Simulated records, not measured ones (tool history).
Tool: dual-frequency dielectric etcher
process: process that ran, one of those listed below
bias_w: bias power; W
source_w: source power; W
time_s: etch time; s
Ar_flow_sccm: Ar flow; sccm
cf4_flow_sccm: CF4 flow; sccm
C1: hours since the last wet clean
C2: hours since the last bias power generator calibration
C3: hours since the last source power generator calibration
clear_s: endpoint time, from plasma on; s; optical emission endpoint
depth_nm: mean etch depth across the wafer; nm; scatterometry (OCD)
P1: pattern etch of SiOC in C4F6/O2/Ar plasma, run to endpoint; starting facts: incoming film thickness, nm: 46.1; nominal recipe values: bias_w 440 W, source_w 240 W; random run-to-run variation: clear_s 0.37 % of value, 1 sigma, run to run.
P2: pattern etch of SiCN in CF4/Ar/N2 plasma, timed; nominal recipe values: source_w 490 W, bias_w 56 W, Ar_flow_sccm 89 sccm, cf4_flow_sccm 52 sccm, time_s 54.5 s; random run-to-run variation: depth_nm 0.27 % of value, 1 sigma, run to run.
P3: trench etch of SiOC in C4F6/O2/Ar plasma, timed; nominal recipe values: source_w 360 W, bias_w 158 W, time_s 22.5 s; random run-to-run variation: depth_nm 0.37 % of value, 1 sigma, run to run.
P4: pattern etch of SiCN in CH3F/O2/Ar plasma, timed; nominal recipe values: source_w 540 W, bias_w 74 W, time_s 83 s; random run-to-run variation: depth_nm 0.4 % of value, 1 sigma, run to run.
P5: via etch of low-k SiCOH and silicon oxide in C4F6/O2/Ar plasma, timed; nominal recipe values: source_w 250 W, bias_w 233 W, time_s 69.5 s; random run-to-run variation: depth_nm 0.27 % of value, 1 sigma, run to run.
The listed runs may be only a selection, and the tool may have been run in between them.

{"run": 1, "day": 0.275, "process": "P1", "bias_w": 440, "source_w": 240, "C1": 334.9, "C2": 2920.8, "C3": 405.1, "clear_s": 19.236}
{"run": 2, "day": 0.558, "process": "P5", "bias_w": 322, "source_w": 250, "time_s": 69.5, "C1": 341.7, "C2": 2927.6, "C3": 411.9, "depth_nm": 190.14}
{"run": 3, "day": 1.121, "process": "P1", "bias_w": 607, "source_w": 200, "C1": 355.2, "C2": 2941.1, "C3": 425.4, "clear_s": 18.15}
{"run": 4, "day": 1.725, "process": "P1", "bias_w": 440, "source_w": 240, "C1": 369.7, "C2": 2955.6, "C3": 439.9, "clear_s": 19.35}
{"run": 5, "day": 2.3, "process": "P2", "bias_w": 56, "source_w": 490, "time_s": 54.5, "Ar_flow_sccm": 89, "cf4_flow_sccm": 52, "C1": 383.5, "C2": 2969.4, "C3": 453.7, "depth_nm": 44.36}
{"run": 6, "day": 2.862, "process": "P1", "bias_w": 314, "source_w": 240, "C1": 397, "C2": 2982.9, "C3": 467.2, "clear_s": 21.823}
{"run": 7, "day": 3.425, "process": "P4", "bias_w": 74, "source_w": 540, "time_s": 83, "C1": 410.5, "C2": 2996.4, "C3": 480.7, "depth_nm": 35.376}
{"run": 8, "day": 3.746, "process": "P2", "bias_w": 56, "source_w": 590, "time_s": 54.5, "Ar_flow_sccm": 89, "cf4_flow_sccm": 52, "C1": 418.2, "C2": 3004.1, "C3": 488.4, "depth_nm": 52.366}
{"run": 9, "day": 4.283, "process": "P1", "bias_w": 589, "source_w": 240, "C1": 431.1, "C2": 3017, "C3": 501.3, "clear_s": 17.357}
{"run": 10, "day": 4.858, "process": "P5", "bias_w": 233, "source_w": 250, "time_s": 69.5, "C1": 444.9, "C2": 3030.8, "C3": 515.1, "depth_nm": 169.33}
{"run": 11, "day": 5.388, "process": "P1", "bias_w": 440, "source_w": 300, "C1": 457.6, "C2": 3043.5, "C3": 527.8, "clear_s": 17.68}
{"run": 12, "day": 5.817, "process": "P5", "bias_w": 233, "source_w": 250, "time_s": 69.5, "C1": 467.9, "C2": 3053.8, "C3": 538.1, "depth_nm": 169.7}
{"run": 13, "day": 6.183, "process": "P3", "bias_w": 158, "source_w": 220, "time_s": 22.5, "C1": 476.7, "C2": 3062.6, "C3": 546.9, "depth_nm": 35.089}
{"run": 14, "day": 6.788, "process": "P1", "bias_w": 514, "source_w": 170, "C1": 491.2, "C2": 3077.1, "C3": 561.4, "clear_s": 20.743}
{"run": 15, "day": 7.4, "process": "P3", "bias_w": 158, "source_w": 360, "time_s": 22.5, "C1": 505.9, "C2": 3091.8, "C3": 576.1, "depth_nm": 42.429}
{"run": 16, "day": 7.862, "process": "P2", "bias_w": 56, "source_w": 490, "time_s": 54.5, "Ar_flow_sccm": 89, "cf4_flow_sccm": 67, "C1": 517, "C2": 3102.9, "C3": 587.2, "depth_nm": 46.322}
{"run": 17, "day": 8.208, "process": "P4", "bias_w": 74, "source_w": 540, "time_s": 83, "C1": 525.3, "C2": 3111.2, "C3": 595.5, "depth_nm": 35.57}
{"run": 18, "day": 8.638, "process": "P2", "bias_w": 45, "source_w": 490, "time_s": 54.5, "Ar_flow_sccm": 89, "cf4_flow_sccm": 52, "C1": 535.6, "C2": 3121.5, "C3": 605.8, "depth_nm": 41.273}
{"run": 19, "day": 8.946, "process": "P1", "bias_w": 440, "source_w": 240, "C1": 543, "C2": 3128.9, "C3": 613.2, "clear_s": 19.322}
{"run": 20, "day": 9.554, "process": "P1", "bias_w": 440, "source_w": 240, "C1": 557.6, "C2": 3143.5, "C3": 627.8, "clear_s": 19.25}
{"run": 21, "day": 10.146, "process": "P3", "bias_w": 221, "source_w": 360, "time_s": 22.5, "C1": 571.8, "C2": 3157.7, "C3": 642, "depth_nm": 47.257}
{"run": 22, "day": 10.433, "process": "P5", "bias_w": 233, "source_w": 250, "time_s": 43.5, "C1": 578.7, "C2": 3164.6, "C3": 648.9, "depth_nm": 105.96}
{"run": 23, "day": 11.008, "process": "P2", "bias_w": 56, "source_w": 490, "time_s": 54.5, "Ar_flow_sccm": 123, "cf4_flow_sccm": 52, "C1": 592.5, "C2": 3178.4, "C3": 662.7, "depth_nm": 42.009}
{"run": 24, "day": 11.533, "process": "P2", "bias_w": 56, "source_w": 490, "time_s": 33, "Ar_flow_sccm": 89, "cf4_flow_sccm": 52, "C1": 605.1, "C2": 3191, "C3": 675.3, "depth_nm": 26.807}
{"run": 25, "day": 12.104, "process": "P2", "bias_w": 56, "source_w": 490, "time_s": 54.5, "Ar_flow_sccm": 89, "cf4_flow_sccm": 52, "C1": 618.8, "C2": 3204.7, "C3": 689, "depth_nm": 44.248}
{"run": 26, "day": 12.504, "process": "P4", "bias_w": 94, "source_w": 540, "time_s": 83, "C1": 628.4, "C2": 3214.3, "C3": 698.6, "depth_nm": 38.566}
{"run": 27, "day": 13.05, "process": "P4", "bias_w": 74, "source_w": 350, "time_s": 83, "C1": 641.5, "C2": 3227.4, "C3": 711.7, "depth_nm": 30.251}
{"run": 28, "day": 13.504, "process": "P1", "bias_w": 440, "source_w": 240, "C1": 652.4, "C2": 3238.3, "C3": 722.6, "clear_s": 19.265}
{"run": 29, "day": 14.121, "process": "P1", "bias_w": 440, "source_w": 160, "C1": 667.2, "C2": 3253.1, "C3": 737.4, "clear_s": 22.529}
{"run": 30, "day": 14.683, "process": "P3", "bias_w": 158, "source_w": 360, "time_s": 22.5, "C1": 680.7, "C2": 3266.6, "C3": 750.9, "depth_nm": 42.533}
{"run": 31, "day": 15.262, "process": "P3", "bias_w": 158, "source_w": 360, "time_s": 16, "C1": 694.6, "C2": 3280.5, "C3": 764.8, "depth_nm": 30.297}
{"run": 32, "day": 15.788, "process": "P5", "bias_w": 233, "source_w": 350, "time_s": 69.5, "C1": 707.2, "C2": 3293.1, "C3": 777.4, "depth_nm": 192.17}
{"run": 33, "day": 16.246, "process": "P4", "bias_w": 74, "source_w": 540, "time_s": 45.5, "C1": 718.2, "C2": 3304.1, "C3": 788.4, "depth_nm": 19.46}
{"run": 34, "day": 16.779, "process": "P1", "bias_w": 440, "source_w": 240, "C1": 731, "C2": 3316.9, "C3": 801.2, "clear_s": 19.381}

Run 35 is up next; what results do you expect?
{"run": 35, "day": 17.396, "process": "P1", "bias_w": 440, "source_w": 240, "C1": 745.8, "C2": 3331.7, "C3": 816, "clear_s": "?"}

Run 35 gave clear_s 19.279 s.
